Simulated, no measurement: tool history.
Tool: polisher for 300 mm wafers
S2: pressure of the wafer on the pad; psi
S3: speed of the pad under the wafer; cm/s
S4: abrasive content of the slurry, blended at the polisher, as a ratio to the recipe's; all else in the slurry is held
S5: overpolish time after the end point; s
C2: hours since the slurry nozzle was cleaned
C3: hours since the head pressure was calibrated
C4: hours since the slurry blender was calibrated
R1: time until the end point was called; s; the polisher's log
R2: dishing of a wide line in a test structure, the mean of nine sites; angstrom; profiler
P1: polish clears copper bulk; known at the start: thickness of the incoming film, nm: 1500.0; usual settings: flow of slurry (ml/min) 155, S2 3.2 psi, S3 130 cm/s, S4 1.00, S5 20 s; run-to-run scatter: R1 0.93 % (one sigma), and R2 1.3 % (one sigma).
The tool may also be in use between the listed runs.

run 1 hour=13.4 | flow_of_slurry_(ml/min)=155 S2=3.2 S3=130 S4=1.00 S5=20 | wafers_polished_on_this_pad=824 C2=77.8 C3=283.0 C4=357.6 | R1=99.290 R2=1310.90
run 2 hour=22.1 | flow_of_slurry_(ml/min)=155 S2=3.2 S3=130 S4=1.40 S5=20 | wafers_polished_on_this_pad=901 C2=86.5 C3=291.7 C4=366.3 | R1=93.915 R2=1355.90
run 3 hour=38.4 | flow_of_slurry_(ml/min)=155 S2=3.2 S3=130 S4=1.00 S5=20 | wafers_polished_on_this_pad=1044 C2=102.8 C3=308.0 C4=382.6 | R1=101.930 R2=1316.10
run 4 hour=46.3 | flow_of_slurry_(ml/min)=155 S2=3.2 S3=130 S4=0.60 S5=20 | wafers_polished_on_this_pad=1113 C2=110.7 C3=315.9 C4=390.5 | R1=110.570 R2=1205.70
run 5 hour=63.0 | flow_of_slurry_(ml/min)=155 S2=3.2 S3=130 S4=1.00 S5=20 | wafers_polished_on_this_pad=1259 C2=127.4 C3=332.6 C4=407.2 | R1=100.550 R2=1272.80
run 6 hour=71.8 | flow_of_slurry_(ml/min)=155 S2=3.2 S3=130 S4=1.00 S5=20 | wafers_polished_on_this_pad=1336 C2=136.2 C3=341.4 C4=416.0 | R1=100.350 R2=1295.40
run 7 hour=88.9 | flow_of_slurry_(ml/min)=155 S2=3.2 S3=194 S4=1.00 S5=20 | wafers_polished_on_this_pad=1486 C2=153.3 C3=358.5 C4=433.1 | R1=66.953 R2=1494.40
run 8 hour=101.0 | flow_of_slurry_(ml/min)=155 S2=3.2 S3=130 S4=1.00 S5=6 | wafers_polished_on_this_pad=1592 C2=165.4 C3=370.6 C4=445.2 | R1=100.560 R2=599.15
run 9 hour=111.5 | flow_of_slurry_(ml/min)=95 S2=3.2 S3=130 S4=1.00 S5=20 | wafers_polished_on_this_pad=1684 C2=175.9 C3=381.1 C4=455.7 | R1=109.290 R2=1217.10
run 10 hour=124.5 | flow_of_slurry_(ml/min)=155 S2=3.2 S3=130 S4=1.00 S5=20 | wafers_polished_on_this_pad=1798 C2=188.9 C3=394.1 C4=468.7 | R1=100.880 R2=1311.40
run 11 hour=135.2 | flow_of_slurry_(ml/min)=155 S2=1.4 S3=130 S4=1.00 S5=20 | wafers_polished_on_this_pad=1892 C2=199.6 C3=404.8 C4=479.4 | R1=228.350 R2=695.14
run 12 hour=144.9 | flow_of_slurry_(ml/min)=225 S2=3.2 S3=130 S4=1.00 S5=20 | wafers_polished_on_this_pad=1977 C2=209.3 C3=414.5 C4=489.1 | R1=93.825 R2=1327.60
run 13 hour=160.5 | flow_of_slurry_(ml/min)=155 S2=4.9 S3=130 S4=1.00 S5=20 | wafers_polished_on_this_pad=2114 C2=224.9 C3=430.1 C4=504.7 | R1=65.322 R2=1690.50
run 14 hour=171.0 | flow_of_slurry_(ml/min)=155 S2=3.2 S3=196 S4=0.65 S5=20 | wafers_polished_on_this_pad=2206 C2=235.4 C3=440.6 C4=515.2 | R1=73.270 R2=1434.30

Run 15 comes next. What will it give?
run 15 hour=183.9 | flow_of_slurry_(ml/min)=155 S2=3.2 S3=58 S4=1.00 S5=20 | wafers_polished_on_this_pad=2319 C2=248.3 C3=453.5 C4=528.1 | R1=? R2=?

Run 15 gave R1 225.570 s, R2 804.86 angstrom.
